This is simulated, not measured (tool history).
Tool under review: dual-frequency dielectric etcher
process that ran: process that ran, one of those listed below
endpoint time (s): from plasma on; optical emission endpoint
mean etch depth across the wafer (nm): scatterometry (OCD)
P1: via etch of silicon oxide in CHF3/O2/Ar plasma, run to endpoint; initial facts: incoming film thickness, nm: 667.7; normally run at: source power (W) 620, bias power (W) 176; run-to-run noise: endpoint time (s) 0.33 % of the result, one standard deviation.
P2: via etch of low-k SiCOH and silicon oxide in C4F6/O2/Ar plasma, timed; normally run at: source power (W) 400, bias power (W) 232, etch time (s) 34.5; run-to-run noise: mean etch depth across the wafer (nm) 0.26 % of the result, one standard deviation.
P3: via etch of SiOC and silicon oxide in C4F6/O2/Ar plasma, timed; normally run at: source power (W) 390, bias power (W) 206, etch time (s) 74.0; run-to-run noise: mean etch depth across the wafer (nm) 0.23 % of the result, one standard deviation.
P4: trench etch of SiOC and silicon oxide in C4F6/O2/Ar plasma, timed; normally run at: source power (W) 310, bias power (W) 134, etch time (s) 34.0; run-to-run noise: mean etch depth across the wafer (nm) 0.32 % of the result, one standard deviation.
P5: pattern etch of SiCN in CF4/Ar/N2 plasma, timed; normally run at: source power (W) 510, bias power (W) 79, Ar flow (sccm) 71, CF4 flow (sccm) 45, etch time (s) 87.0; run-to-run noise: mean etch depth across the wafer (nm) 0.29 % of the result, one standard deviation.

run,hour,process that ran,source power (W),bias power (W),etch time (s),Ar flow (sccm),CF4 flow (sccm),hours since the last wet clean,hours since the last source power generator calibration,hours since the last bias power generator calibration,endpoint time (s),mean etch depth across the wafer (nm)
1,10.6,P1,620,176,,,,117.7,556.0,1843.7,332.18,
2,15.9,P4,310,134,34.0,,,123.0,561.3,1849.0,,56.880
3,23.7,P1,620,176,,,,130.8,569.1,1856.8,332.06,
4,31.3,P5,510,79,87.0,71,45,138.4,576.7,1864.4,,83.732
5,41.3,P1,620,176,,,,148.4,586.7,1874.4,331.69,
6,50.4,P2,520,232,34.5,,,157.5,595.8,1883.5,,98.126
7,57.2,P1,440,176,,,,164.3,602.6,1890.3,380.05,
8,66.9,P4,310,134,49.0,,,174.0,612.3,1900.0,,81.858
9,76.3,P3,390,206,56.5,,,183.4,621.7,1909.4,,65.807
10,84.5,P4,210,134,34.0,,,191.6,629.9,1917.6,,49.071
11,92.7,P1,620,176,,,,199.8,638.1,1925.8,333.11,
12,97.5,P5,510,79,87.0,86,45,204.6,642.9,1930.6,,81.093
# hour 100.1: wet clean of the chamber
13,104.0,P3,390,206,74.0,,,4.0,649.4,1937.1,,86.221
14,111.3,P5,340,79,87.0,71,45,11.3,656.7,1944.4,,58.529
15,120.5,P1,620,229,,,,20.5,665.9,1953.6,304.25,
16,128.3,P1,620,112,,,,28.3,673.7,1961.4,383.34,
17,133.2,P2,400,232,23.0,,,33.2,678.6,1966.3,,59.104
18,138.4,P1,850,221,,,,38.4,683.8,1971.5,272.74,
19,143.2,P4,310,161,34.0,,,43.2,688.6,1976.3,,59.976
20,150.1,P1,780,176,,,,50.1,695.5,1983.2,304.34,
21,158.8,P5,510,79,87.0,71,61,58.8,704.2,1991.9,,87.277
22,166.4,P3,540,206,74.0,,,66.4,711.8,1999.5,,98.036
23,171.7,P5,510,51,87.0,71,45,71.7,717.1,2004.8,,72.265
24,178.4,P1,620,176,,,,78.4,723.8,2011.5,329.39,
25,186.3,P5,510,79,115.5,71,45,86.3,731.7,2019.4,,110.290
26,197.3,P4,310,134,34.0,,,97.3,742.7,2030.4,,56.721
27,205.6,P2,400,163,34.5,,,105.6,751.0,2038.7,,79.038
28,216.0,P2,400,232,34.5,,,116.0,761.4,2049.1,,88.523
29,223.0,P3,390,130,74.0,,,123.0,768.4,2056.1,,74.695
30,227.9,P3,390,206,74.0,,,127.9,773.3,2061.0,,86.237
31,234.1,P1,620,176,,,,134.1,779.5,2067.2,332.54,
32,239.5,P1,620,176,,,,139.5,784.9,2072.6,334.36,
33,247.9,P1,620,176,,,,147.9,793.3,2081.0,334.97,
34,253.5,P1,620,176,,,,153.5,798.9,2086.6,334.36,
35,261.0,P1,620,176,,,,161.0,806.4,2094.1,334.85,
36,269.6,P1,620,176,,,,169.6,815.0,2102.7,337.68,
37,280.6,P1,620,176,,,,180.6,826.0,2113.7,336.35,
# hour 283.1: wet clean of the chamber
38,291.2,P1,620,176,,,,8.1,836.6,2124.3,336.05,
39,300.2,P1,620,176,,,,17.1,845.6,2133.3,338.31,
40,310.0,P1,620,176,,,,26.9,855.4,2143.1,337.57,

P1 has crept away from where it was. The log is fitted equally well by each of these 2 causes, at the sizes shown:
A: source power that arrives under what is set, % = 4.24
B: bias power that arrives under what is set, % = 4.87
The creep began at about hour 234.1.
All other causes, with the reason each is excluded:
chamber walls in a state that lowers the etch rate, %: serviced at hour 283.1, after the change had begun; the process did not return to its earlier output

Consider the 4 single-wafer check runs listed below, results given as question marks: which one distinguishes between the causes by giving clearly different results for each?
check 1,319.8,P2,400,232,24.0,,,,,,,?
check 2,319.8,P4,260,134,34.0,,,,,,,?
check 3,319.8,P5,340,54,87.0,71,45,,,,,?
check 4,319.8,P3,450,206,74.0,,,,,,,?

Check results expected under each cause:
check,result,if A,if B
check 1,mean etch depth across the wafer (nm),60.575,60.580
check 2,mean etch depth across the wafer (nm),52.166,52.259
check 3,mean etch depth across the wafer (nm),49.289,50.353
check 4,mean etch depth across the wafer (nm),89.791,89.825
Minimum pairwise separation of causes per check, each pair taken at its best-separating result: check 1 0.01 %; check 2 0.18 %; check 3 2.14 %; check 4 0.04 %
Check 3 distinguishes between the causes, while the remaining checks would return nearly the same result for all of them.

Check 3 was then run and gave: mean etch depth across the wafer (nm) 50.307. Which cause is it?

The correct cause is B, namely: bias power that arrives under what is set, %.
